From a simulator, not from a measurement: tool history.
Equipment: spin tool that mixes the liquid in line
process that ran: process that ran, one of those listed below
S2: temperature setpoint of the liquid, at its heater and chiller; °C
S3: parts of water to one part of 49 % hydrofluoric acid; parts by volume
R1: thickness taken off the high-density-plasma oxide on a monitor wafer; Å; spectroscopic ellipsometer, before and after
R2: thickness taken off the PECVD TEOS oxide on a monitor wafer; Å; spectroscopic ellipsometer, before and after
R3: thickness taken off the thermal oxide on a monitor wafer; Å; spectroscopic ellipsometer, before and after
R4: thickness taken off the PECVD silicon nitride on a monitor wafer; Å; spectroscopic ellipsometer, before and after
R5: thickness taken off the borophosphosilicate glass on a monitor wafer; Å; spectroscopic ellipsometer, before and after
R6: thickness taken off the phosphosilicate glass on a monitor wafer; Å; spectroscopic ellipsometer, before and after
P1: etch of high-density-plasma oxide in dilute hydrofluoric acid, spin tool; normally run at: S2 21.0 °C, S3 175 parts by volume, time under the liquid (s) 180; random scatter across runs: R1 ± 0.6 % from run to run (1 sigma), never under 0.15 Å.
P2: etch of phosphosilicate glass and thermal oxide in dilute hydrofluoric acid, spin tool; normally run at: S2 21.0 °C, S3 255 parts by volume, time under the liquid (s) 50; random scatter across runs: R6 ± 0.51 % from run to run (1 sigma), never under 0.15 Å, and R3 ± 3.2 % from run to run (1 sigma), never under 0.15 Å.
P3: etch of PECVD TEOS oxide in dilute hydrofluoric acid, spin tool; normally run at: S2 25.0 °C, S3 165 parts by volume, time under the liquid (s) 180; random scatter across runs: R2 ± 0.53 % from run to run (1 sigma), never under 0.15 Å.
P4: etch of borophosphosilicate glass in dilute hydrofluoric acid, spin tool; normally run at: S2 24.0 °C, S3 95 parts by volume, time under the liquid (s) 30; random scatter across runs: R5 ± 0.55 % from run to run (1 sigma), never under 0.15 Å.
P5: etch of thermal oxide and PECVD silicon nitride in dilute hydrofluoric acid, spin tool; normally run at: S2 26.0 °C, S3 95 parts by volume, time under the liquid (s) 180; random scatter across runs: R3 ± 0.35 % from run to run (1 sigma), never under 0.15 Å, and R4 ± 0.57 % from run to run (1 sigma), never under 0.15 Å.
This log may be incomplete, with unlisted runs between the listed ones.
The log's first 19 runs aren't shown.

{"run": 20, "hour": 143.9, "process that ran": "P2", "S2": 21.0, "S3": 355, "time under the liquid (s)": 50, "R3": 4.3099, "R6": 59.147}
{"run": 21, "hour": 149.2, "process that ran": "P1", "S2": 25.5, "S3": 175, "time under the liquid (s)": 180, "R1": 50.774}
{"run": 22, "hour": 159.2, "process that ran": "P3", "S2": 25.0, "S3": 250, "time under the liquid (s)": 180, "R2": 79.405}
{"run": 23, "hour": 164.9, "process that ran": "P5", "S2": 26.0, "S3": 35, "time under the liquid (s)": 180, "R3": 281.81, "R4": 312.36}
{"run": 24, "hour": 172.5, "process that ran": "P4", "S2": 29.5, "S3": 95, "time under the liquid (s)": 30, "R5": 228.56}
{"run": 25, "hour": 180.2, "process that ran": "P5", "S2": 34.0, "S3": 95, "time under the liquid (s)": 180, "R3": 129.06, "R4": 195.21}
{"run": 26, "hour": 189.6, "process that ran": "P1", "S2": 17.0, "S3": 175, "time under the liquid (s)": 180, "R1": 36.794}
{"run": 27, "hour": 199.7, "process that ran": "P1", "S2": 21.0, "S3": 175, "time under the liquid (s)": 345, "R1": 81.817}

What does the tool deliver on the next run?
{"run": 28, "hour": 207.1, "process that ran": "P1", "S2": 21.0, "S3": 175, "time under the liquid (s)": 180, "R1": "?"}

R1: 42.900 Å
